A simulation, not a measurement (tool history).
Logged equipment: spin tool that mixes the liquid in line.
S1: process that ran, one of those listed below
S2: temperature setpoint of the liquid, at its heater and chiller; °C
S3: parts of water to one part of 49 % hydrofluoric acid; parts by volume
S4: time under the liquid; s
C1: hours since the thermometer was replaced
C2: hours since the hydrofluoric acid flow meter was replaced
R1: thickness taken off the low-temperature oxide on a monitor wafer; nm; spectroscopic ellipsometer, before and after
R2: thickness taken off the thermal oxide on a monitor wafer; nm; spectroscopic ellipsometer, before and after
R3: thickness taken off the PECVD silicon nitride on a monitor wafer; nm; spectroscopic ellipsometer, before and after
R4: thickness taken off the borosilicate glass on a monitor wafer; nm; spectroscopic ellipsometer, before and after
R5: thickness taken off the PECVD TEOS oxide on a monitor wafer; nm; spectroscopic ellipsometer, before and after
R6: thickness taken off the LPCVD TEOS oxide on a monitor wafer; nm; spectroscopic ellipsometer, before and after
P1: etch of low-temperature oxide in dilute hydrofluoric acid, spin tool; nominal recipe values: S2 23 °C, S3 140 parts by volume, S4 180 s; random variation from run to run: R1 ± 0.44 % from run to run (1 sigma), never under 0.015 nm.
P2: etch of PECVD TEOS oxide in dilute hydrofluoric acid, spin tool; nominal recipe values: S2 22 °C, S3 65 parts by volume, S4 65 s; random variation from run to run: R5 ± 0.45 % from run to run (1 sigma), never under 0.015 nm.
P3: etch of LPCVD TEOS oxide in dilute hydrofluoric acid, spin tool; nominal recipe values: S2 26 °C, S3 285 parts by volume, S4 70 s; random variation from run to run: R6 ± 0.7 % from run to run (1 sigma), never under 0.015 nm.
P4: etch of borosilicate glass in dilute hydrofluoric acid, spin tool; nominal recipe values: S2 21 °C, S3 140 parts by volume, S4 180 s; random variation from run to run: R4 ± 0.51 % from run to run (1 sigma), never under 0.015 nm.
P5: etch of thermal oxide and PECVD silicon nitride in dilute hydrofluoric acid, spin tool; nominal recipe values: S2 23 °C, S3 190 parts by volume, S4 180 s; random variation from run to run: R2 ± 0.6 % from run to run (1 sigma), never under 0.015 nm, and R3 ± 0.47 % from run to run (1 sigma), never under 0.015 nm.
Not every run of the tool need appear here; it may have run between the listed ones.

run	hour	S1	S2	S3	S4	C1	C2	R1	R2	R3	R4	R5	R6
1	8.8	P1	23	140	180	1177.6	143.7	18.514					
2	15.9	P5	23	190	280	1184.7	150.8		5.7805	8.2062			
3	23.4	P1	23	50	305	1192.2	158.3	97.286					
4	31.6	P1	23	140	180	1200.4	166.5	18.44					
5	37.6	P4	21	140	55	1206.4	172.5				10.138		
6	44	P2	29	65	65	1212.8	178.9					14.454	
7	54.2	P4	21	220	180	1223	189.1				19.517		
8	62.6	P4	21	140	180	1231.4	197.5				33.28		
9	69.4	P1	23	215	180	1238.2	204.3	11.156					
10	78.4	P3	26	285	110	1247.2	213.3						6.3361
11	86.7	P2	22	30	65	1255.5	221.6					24.767	
12	92.5	P3	26	155	70	1261.3	227.4						8.6449
13	101.6	P1	23	140	180	1270.4	236.5	18.505					
14	110.5	P1	23	140	180	1279.3	245.4	18.489					
15	118.3	P2	22	65	65	1287.1	253.2					10.926	
16	128.5	P1	23	140	360	1297.3	263.4	37.071					
17	136.9	P1	23	70	345	1305.7	271.8	76.66					
18	146.3	P5	23	190	180	1315.1	281.2		3.7521	5.2508			
19	151.6	P1	27.5	140	180	1320.4	286.5	21.828					
20	157.5	P3	18	285	70	1326.3	292.4						3.065
21	166.9	P5	23	335	180	1335.7	301.8		1.8135	2.9539			
22	177.6	P4	21	140	180	1346.4	312.5				33.335		
23	183.3	P2	22	65	95	1352.1	318.2					16.009	
24	190.9	P4	25.5	140	180	1359.7	325.8				39.755		
25	198	P5	17	190	180	1366.8	332.9		2.9305	3.5643			
26	202.8	P1	23	25	180	1371.6	337.7	119.34					
27	213.2	P1	23	140	55	1382	348.1	5.6495					
28	218.9	P2	22	65	65	1387.7	353.8					10.919	
29	227.8	P3	26	285	70	1396.6	362.7						4.0265
30	238.2	P1	19	140	180	1407	373.1	15.783					
31	246.1	P1	23	140	180	1414.9	381	18.648					
32	252.1	P1	23	140	180	1420.9	387	19.13					
33	257.4	P1	23	140	180	1426.2	392.3	19.421					
34	267.7	P1	23	140	180	1436.5	402.6	19.623					
35	275.3	P1	23	140	180	1444.1	410.2	19.937					
36	284.1	P1	23	140	180	1452.9	419	19.992					
37	293.8	P1	23	140	180	1462.6	428.7	19.991					

Run 38, settings as shown, results not yet in. Your forecast:
38	298.4	P1	23	140	180	1467.2	433.3	?					

R1: 20.018 nm
